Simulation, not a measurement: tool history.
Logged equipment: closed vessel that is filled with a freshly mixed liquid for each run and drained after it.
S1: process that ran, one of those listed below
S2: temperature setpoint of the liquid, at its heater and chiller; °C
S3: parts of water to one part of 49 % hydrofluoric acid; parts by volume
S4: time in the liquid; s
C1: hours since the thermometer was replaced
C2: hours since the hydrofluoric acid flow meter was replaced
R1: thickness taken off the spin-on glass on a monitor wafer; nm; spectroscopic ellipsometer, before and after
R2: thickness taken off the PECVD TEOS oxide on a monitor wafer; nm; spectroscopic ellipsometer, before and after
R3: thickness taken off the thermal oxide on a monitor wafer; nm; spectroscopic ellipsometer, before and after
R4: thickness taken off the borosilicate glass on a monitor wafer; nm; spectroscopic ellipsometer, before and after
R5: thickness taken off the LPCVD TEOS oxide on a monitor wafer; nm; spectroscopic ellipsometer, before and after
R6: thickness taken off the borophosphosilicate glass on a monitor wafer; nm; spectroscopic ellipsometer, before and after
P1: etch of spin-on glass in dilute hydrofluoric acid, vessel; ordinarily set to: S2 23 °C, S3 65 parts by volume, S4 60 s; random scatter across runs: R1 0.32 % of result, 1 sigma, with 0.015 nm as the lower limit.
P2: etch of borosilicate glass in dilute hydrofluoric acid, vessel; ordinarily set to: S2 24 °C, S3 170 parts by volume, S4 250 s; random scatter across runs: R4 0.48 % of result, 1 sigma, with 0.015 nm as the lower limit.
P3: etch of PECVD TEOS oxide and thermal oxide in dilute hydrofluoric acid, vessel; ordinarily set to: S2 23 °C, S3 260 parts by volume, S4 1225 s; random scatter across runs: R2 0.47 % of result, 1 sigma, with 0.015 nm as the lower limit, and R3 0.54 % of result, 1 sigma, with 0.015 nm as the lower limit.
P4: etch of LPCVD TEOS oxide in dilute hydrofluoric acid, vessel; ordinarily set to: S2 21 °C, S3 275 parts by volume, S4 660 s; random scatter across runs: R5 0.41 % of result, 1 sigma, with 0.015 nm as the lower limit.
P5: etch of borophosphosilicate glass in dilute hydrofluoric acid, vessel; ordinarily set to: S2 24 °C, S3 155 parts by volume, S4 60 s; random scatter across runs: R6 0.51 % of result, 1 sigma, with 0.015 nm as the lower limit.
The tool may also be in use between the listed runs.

run 1 hour=8.3 | S1=P1 S2=23 S3=65 S4=60 | C1=1047 C2=1068.6 | R1=55.296
run 2 hour=18.7 | S1=P3 S2=23 S3=260 S4=1225 | C1=1057.4 C2=1079 | R2=32.903 R3=17.443
run 3 hour=28.8 | S1=P2 S2=24 S3=170 S4=80 | C1=1067.5 C2=1089.1 | R4=8.0939
run 4 hour=39.6 | S1=P4 S2=21 S3=495 S4=660 | C1=1078.3 C2=1099.9 | R5=14.019
run 5 hour=49.4 | S1=P1 S2=23 S3=65 S4=95 | C1=1088.1 C2=1109.7 | R1=87.581
run 6 hour=54.3 | S1=P1 S2=23 S3=65 S4=60 | C1=1093 C2=1114.6 | R1=55.424
run 7 hour=64.7 | S1=P1 S2=23 S3=65 S4=60 | C1=1103.4 C2=1125 | R1=55.407
run 8 hour=69.9 | S1=P2 S2=24 S3=170 S4=250 | C1=1108.6 C2=1130.2 | R4=24.962
run 9 hour=78.5 | S1=P5 S2=24 S3=155 S4=110 | C1=1117.2 C2=1138.8 | R6=49.089
run 10 hour=85.2 | S1=P1 S2=23 S3=105 S4=60 | C1=1123.9 C2=1145.5 | R1=32.586
run 11 hour=91.3 | S1=P3 S2=23 S3=45 S4=1225 | C1=1130 C2=1151.6 | R2=243.86 R3=126.57
run 12 hour=101.5 | S1=P5 S2=24 S3=230 S4=60 | C1=1140.2 C2=1161.8 | R6=16.674
run 13 hour=110.6 | S1=P4 S2=21 S3=275 S4=305 | C1=1149.3 C2=1170.9 | R5=14.176
run 14 hour=118.5 | S1=P1 S2=23 S3=65 S4=60 | C1=1157.2 C2=1178.8 | R1=55.447
run 15 hour=124.8 | S1=P1 S2=18.5 S3=65 S4=60 | C1=1163.5 C2=1185.1 | R1=45.974
run 16 hour=130.5 | S1=P1 S2=23 S3=30 S4=60 | C1=1169.2 C2=1190.8 | R1=124.92
run 17 hour=136.6 | S1=P4 S2=17 S3=275 S4=660 | C1=1175.3 C2=1196.9 | R5=26.385
run 18 hour=145.4 | S1=P2 S2=30.5 S3=170 S4=250 | C1=1184.1 C2=1205.7 | R4=31.883
run 19 hour=151.2 | S1=P1 S2=29 S3=65 S4=60 | C1=1189.9 C2=1211.5 | R1=70.218
run 20 hour=161.2 | S1=P3 S2=23 S3=260 S4=2115 | C1=1199.9 C2=1221.5 | R2=56.593 R3=30.027
run 21 hour=167.7 | S1=P5 S2=24 S3=155 S4=60 | C1=1206.4 C2=1228 | R6=26.762
run 22 hour=172.9 | S1=P2 S2=24 S3=75 S4=250 | C1=1211.6 C2=1233.2 | R4=64.143

Run 23 is up next; what results do you expect?
run 23 hour=182.4 | S1=P3 S2=18.5 S3=260 S4=1225 | C1=1221.1 C2=1242.7 | R2=? R3=?

Run 23 gave R2 27.87 nm, R3 14.641 nm.

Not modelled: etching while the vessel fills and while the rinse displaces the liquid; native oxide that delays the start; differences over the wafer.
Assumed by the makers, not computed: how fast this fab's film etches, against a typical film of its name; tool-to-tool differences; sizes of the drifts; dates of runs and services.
